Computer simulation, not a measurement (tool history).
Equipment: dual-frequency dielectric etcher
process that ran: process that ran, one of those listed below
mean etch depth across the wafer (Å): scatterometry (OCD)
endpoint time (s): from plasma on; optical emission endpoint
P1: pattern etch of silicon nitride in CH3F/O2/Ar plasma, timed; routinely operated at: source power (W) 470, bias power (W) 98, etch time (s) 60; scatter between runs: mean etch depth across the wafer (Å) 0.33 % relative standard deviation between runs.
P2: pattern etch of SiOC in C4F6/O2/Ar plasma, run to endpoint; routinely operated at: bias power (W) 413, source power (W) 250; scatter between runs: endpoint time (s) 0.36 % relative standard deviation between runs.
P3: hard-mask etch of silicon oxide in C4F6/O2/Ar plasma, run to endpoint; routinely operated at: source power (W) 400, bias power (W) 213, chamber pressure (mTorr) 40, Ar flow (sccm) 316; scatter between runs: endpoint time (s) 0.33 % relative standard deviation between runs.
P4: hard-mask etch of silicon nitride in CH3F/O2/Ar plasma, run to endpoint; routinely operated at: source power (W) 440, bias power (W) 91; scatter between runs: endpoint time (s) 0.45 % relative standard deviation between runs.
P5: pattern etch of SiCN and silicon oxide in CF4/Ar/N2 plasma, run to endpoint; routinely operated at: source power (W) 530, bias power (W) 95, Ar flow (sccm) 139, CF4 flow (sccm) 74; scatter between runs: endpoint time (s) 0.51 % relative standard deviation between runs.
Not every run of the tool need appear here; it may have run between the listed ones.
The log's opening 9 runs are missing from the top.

run   hour  process that ran  source power (W)  bias power (W)  etch time (s)  Ar flow (sccm)  CF4 flow (sccm)  chamber pressure (mTorr)  hours since the last wet clean  hours since the last source power generator calibration  hours since the last bias power generator calibration  mean etch depth across the wafer (Å)  endpoint time (s)
 10   50.8                P3               400             213                            200                                         40                             212                                                   1306.7                                                 3336.2                                                   84.699
 11   54.5                P5               660              95                            139               74                                                     215.7                                                   1310.4                                                 3339.9                                                   14.084
 12   60.6                P2               200             413                                                                                                     221.8                                                   1316.5                                                   3346                                                   16.181
 13   66.8                P3               400             213                            316                                         40                             228                                                   1322.7                                                 3352.2                                                   88.746
 14     73                P4               440              91                                                                                                     234.2                                                   1328.9                                                 3358.4                                                   43.513
 15     76                P1               470              98             60                                                                                      237.2                                                   1331.9                                                 3361.4                                491.25
 16   79.3                P2               250             413                                                                                                     240.5                                                   1335.2                                                 3364.7                                                   14.836
 17   84.5                P1               470             119             60                                                                                      245.7                                                   1340.4                                                 3369.9                                529.59
 18   91.3                P3               560             213                            316                                         40                           252.5                                                   1347.2                                                 3376.7                                                    77.91
 19   96.2                P1               470              98           86.5                                                                                      257.4                                                   1352.1                                                 3381.6                                705.66
 20  102.3                P1               470              59             60                                                                                      263.5                                                   1358.2                                                 3387.7                                414.05
 21  108.5                P4               440              91                                                                                                     269.7                                                   1364.4                                                 3393.9                                                   43.583
 22  114.8                P1               320              98             60                                                                                        276                                                   1370.7                                                 3400.2                                425.98
 23  119.3                P5               530              95                            139               54                                                     280.5                                                   1375.2                                                 3404.7                                                   17.827
 24  124.8                P5               530              95                             86               74                                                       286                                                   1380.7                                                 3410.2                                                   15.956
 25  130.5                P5               530              95                            139               74                                                     291.7                                                   1386.4                                                 3415.9                                                   17.012
 26  135.8                P1               470             121             33                                                                                        297                                                   1391.7                                                 3421.2                                293.45
     137.6  -- wet clean of the chamber
 27  139.6                P1               470              98             60                                                                                        2.1                                                   1395.5                                                   3425                                492.02
 28  143.5                P1               470              98             60                                                                                          6                                                   1399.4                                                 3428.9                                495.16
 29  148.2                P1               570              98           81.5                                                                                       10.7                                                   1404.1                                                 3433.6                                721.43

Run 30, settings as shown, results not yet in. Your forecast:
 30   154                P1               470              98             44                                                                                       16.5                                                   1409.9                                                 3439.4                                     ?

{"run 30": {"mean etch depth across the wafer (Å)": 362.02}}
